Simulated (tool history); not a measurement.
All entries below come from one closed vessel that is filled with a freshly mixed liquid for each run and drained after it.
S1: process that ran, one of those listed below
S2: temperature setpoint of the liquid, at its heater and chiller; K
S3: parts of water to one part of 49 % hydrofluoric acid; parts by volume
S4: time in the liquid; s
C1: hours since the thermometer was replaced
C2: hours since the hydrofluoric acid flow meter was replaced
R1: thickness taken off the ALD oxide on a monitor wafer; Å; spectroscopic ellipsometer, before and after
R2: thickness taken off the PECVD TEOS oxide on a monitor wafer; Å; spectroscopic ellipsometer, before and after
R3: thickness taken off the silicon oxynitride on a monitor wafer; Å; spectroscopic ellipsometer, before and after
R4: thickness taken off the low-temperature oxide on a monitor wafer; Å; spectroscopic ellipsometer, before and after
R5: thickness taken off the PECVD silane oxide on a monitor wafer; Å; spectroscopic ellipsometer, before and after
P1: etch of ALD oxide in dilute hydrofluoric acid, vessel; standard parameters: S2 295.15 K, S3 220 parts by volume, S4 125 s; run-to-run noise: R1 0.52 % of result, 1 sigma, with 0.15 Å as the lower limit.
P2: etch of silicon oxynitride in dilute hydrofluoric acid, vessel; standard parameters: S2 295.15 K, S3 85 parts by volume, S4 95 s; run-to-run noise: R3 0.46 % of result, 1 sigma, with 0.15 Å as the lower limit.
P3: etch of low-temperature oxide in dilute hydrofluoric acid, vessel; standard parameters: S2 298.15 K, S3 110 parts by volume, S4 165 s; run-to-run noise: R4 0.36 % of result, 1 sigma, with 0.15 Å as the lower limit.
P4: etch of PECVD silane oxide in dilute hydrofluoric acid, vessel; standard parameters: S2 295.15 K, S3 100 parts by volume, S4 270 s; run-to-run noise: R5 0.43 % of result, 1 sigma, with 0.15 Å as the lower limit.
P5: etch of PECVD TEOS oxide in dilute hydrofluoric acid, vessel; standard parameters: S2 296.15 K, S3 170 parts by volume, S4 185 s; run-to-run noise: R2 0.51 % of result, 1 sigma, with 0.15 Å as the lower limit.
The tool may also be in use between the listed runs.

| run | hour | S1 | S2 | S3 | S4 | C1 | C2 | R1 | R2 | R3 | R4 | R5 |
|---|---|---|---|---|---|---|---|---|---|---|---|---|
| 1 | 8.1 | P1 | 295.15 | 220 | 125 | 222.5 | 177.7 | 80.565 |  |  |  |  |
| 2 | 17.6 | P1 | 295.15 | 220 | 125 | 232.0 | 187.2 | 80.594 |  |  |  |  |
| 3 | 23.2 | P1 | 295.15 | 220 | 125 | 237.6 | 192.8 | 80.374 |  |  |  |  |
| 4 | 28.3 | P1 | 303.65 | 220 | 125 | 242.7 | 197.9 | 107.910 |  |  |  |  |
| 5 | 34.4 | P5 | 296.15 | 305 | 185 | 248.8 | 204.0 |  | 54.010 |  |  |  |
| 6 | 42.3 | P2 | 295.15 | 85 | 95 | 256.7 | 211.9 |  |  | 48.002 |  |  |
| 7 | 49.5 | P5 | 296.15 | 170 | 185 | 263.9 | 219.1 |  | 111.930 |  |  |  |
| 8 | 57.6 | P1 | 295.15 | 220 | 195 | 272.0 | 227.2 | 124.360 |  |  |  |  |
| 9 | 66.5 | P2 | 295.15 | 85 | 185 | 280.9 | 236.1 |  |  | 93.504 |  |  |
| 10 | 72.2 | P3 | 298.15 | 190 | 165 | 286.6 | 241.8 |  |  |  | 300.87 |  |
| 11 | 80.8 | P1 | 295.15 | 220 | 125 | 295.2 | 250.4 | 80.280 |  |  |  |  |
| 12 | 87.7 | P2 | 290.15 | 85 | 95 | 302.1 | 257.3 |  |  | 37.244 |  |  |
| 13 | 94.9 | P1 | 295.15 | 220 | 125 | 309.3 | 264.5 | 80.126 |  |  |  |  |
| 14 | 101.5 | P5 | 296.15 | 170 | 185 | 315.9 | 271.1 |  | 110.920 |  |  |  |
| 15 | 110.2 | P4 | 295.15 | 175 | 270 | 324.6 | 279.8 |  |  |  |  | 312.69 |
| 16 | 117.7 | P4 | 295.15 | 100 | 270 | 332.1 | 287.3 |  |  |  |  | 589.41 |
| 17 | 125.7 | P1 | 295.15 | 360 | 125 | 340.1 | 295.3 | 42.442 |  |  |  |  |
| 18 | 130.2 | P3 | 298.15 | 110 | 275 | 344.6 | 299.8 |  |  |  | 946.64 |  |
| 19 | 135.4 | P5 | 296.15 | 170 | 30 | 349.8 | 305.0 |  | 18.266 |  |  |  |
| 20 | 141.4 | P4 | 295.15 | 100 | 505 | 355.8 | 311.0 |  |  |  |  | 1104.90 |
| 21 | 150.2 | P1 | 295.15 | 220 | 125 | 364.6 | 319.8 | 80.325 |  |  |  |  |
| 22 | 157.0 | P1 | 290.15 | 220 | 125 | 371.4 | 326.6 | 66.228 |  |  |  |  |
| 23 | 165.8 | P3 | 290.65 | 110 | 165 | 380.2 | 335.4 |  |  |  | 418.13 |  |
| 24 | 171.9 | P3 | 298.15 | 110 | 165 | 386.3 | 341.5 |  |  |  | 567.46 |  |
| 25 | 178.6 | P4 | 295.15 | 100 | 270 | 393.0 | 348.2 |  |  |  |  | 591.74 |
| 26 | 186.6 | P1 | 295.15 | 220 | 55 | 401.0 | 356.2 | 35.321 |  |  |  |  |
| 27 | 194.1 | P2 | 295.15 | 140 | 95 | 408.5 | 363.7 |  |  | 27.975 |  |  |
| 28 | 203.8 | P2 | 295.15 | 85 | 95 | 418.2 | 373.4 |  |  | 47.971 |  |  |
| 29 | 208.3 | P4 | 301.65 | 100 | 270 | 422.7 | 377.9 |  |  |  |  | 764.02 |
| 30 | 216.9 | P5 | 291.15 | 170 | 185 | 431.3 | 386.5 |  | 91.527 |  |  |  |
| 31 | 221.7 | P1 | 295.15 | 100 | 125 | 436.1 | 391.3 | 201.370 |  |  |  |  |
| 32 | 226.7 | P1 | 295.15 | 330 | 205 | 441.1 | 396.3 | 79.179 |  |  |  |  |
| 33 | 236.0 | P1 | 295.15 | 110 | 200 | 450.4 | 405.6 | 289.620 |  |  |  |  |
| 34 | 242.5 | P1 | 295.15 | 220 | 125 | 456.9 | 412.1 | 79.570 |  |  |  |  |
| 35 | 250.9 | P1 | 295.15 | 220 | 125 | 465.3 | 420.5 | 78.553 |  |  |  |  |
| 36 | 258.4 | P1 | 295.15 | 220 | 125 | 472.8 | 428.0 | 77.624 |  |  |  |  |
| 37 | 266.9 | P1 | 295.15 | 220 | 125 | 481.3 | 436.5 | 77.047 |  |  |  |  |
| 38 | 272.9 | P1 | 295.15 | 220 | 125 | 487.3 | 442.5 | 76.796 |  |  |  |  |
| 39 | 278.3 | P1 | 295.15 | 220 | 125 | 492.7 | 447.9 | 75.366 |  |  |  |  |
| 40 | 287.8 | P1 | 295.15 | 220 | 125 | 502.2 | 457.4 | 75.706 |  |  |  |  |
| 41 | 296.6 | P1 | 295.15 | 220 | 125 | 511.0 | 466.2 | 76.172 |  |  |  |  |
| 42 | 301.9 | P1 | 295.15 | 220 | 125 | 516.3 | 471.5 | 75.815 |  |  |  |  |
| 43 | 306.6 | P1 | 295.15 | 220 | 125 | 521.0 | 476.2 | 74.958 |  |  |  |  |
| 44 | 313.9 | P1 | 295.15 | 220 | 125 | 528.3 | 483.5 | 75.021 |  |  |  |  |
| 45 | 319.5 | P1 | 295.15 | 220 | 125 | 533.9 | 489.1 | 75.604 |  |  |  |  |

What P1 gives has crept off from where it sat before. The 2 causes that follow fit the log equally well, each at the size noted:
A: liquid colder than its thermometer reads (K) = 1.71
B: hydrofluoric acid flow below the setpoint (%) = 5.1
At approximately hour 242.5, the process output began to creep.

The list below offers 4 check runs, each averaging the results of 2 wafers, and shows each result as a question mark. For which of them would the listed causes give clearly different results?
| check 1 | 325.1 | P5 | 296.15 | 300 | 185 |  |  |  | ? |  |  |  |
| check 2 | 325.1 | P3 | 298.15 | 165 | 265 |  |  |  |  |  | ? |  |
| check 3 | 325.1 | P4 | 295.15 | 160 | 270 |  |  |  |  |  |  | ? |
| check 4 | 325.1 | P2 | 290.15 | 85 | 165 |  |  |  |  | ? |  |  |

Outcome of each check run for each possible cause:
| check | result | if A | if B |
|---|---|---|---|
| check 1 | R2 | 52.130 | 51.777 |
| check 2 | R4 | 534.57 | 535.71 |
| check 3 | R5 | 323.63 | 325.34 |
| check 4 | R3 | 59.758 | 61.686 |
Gap, in per cent, between the two causes that each check separates least, read from the result that separates them most: check 1 0.68 %; check 2 0.21 %; check 3 0.53 %; check 4 3.18 %
Check 4 distinguishes between the causes, while the remaining checks would return nearly the same result for all of them.

Running check 4 produced the following: R3 59.530 Å. Which one of the listed causes fits?

It is A: liquid colder than its thermometer reads (K).

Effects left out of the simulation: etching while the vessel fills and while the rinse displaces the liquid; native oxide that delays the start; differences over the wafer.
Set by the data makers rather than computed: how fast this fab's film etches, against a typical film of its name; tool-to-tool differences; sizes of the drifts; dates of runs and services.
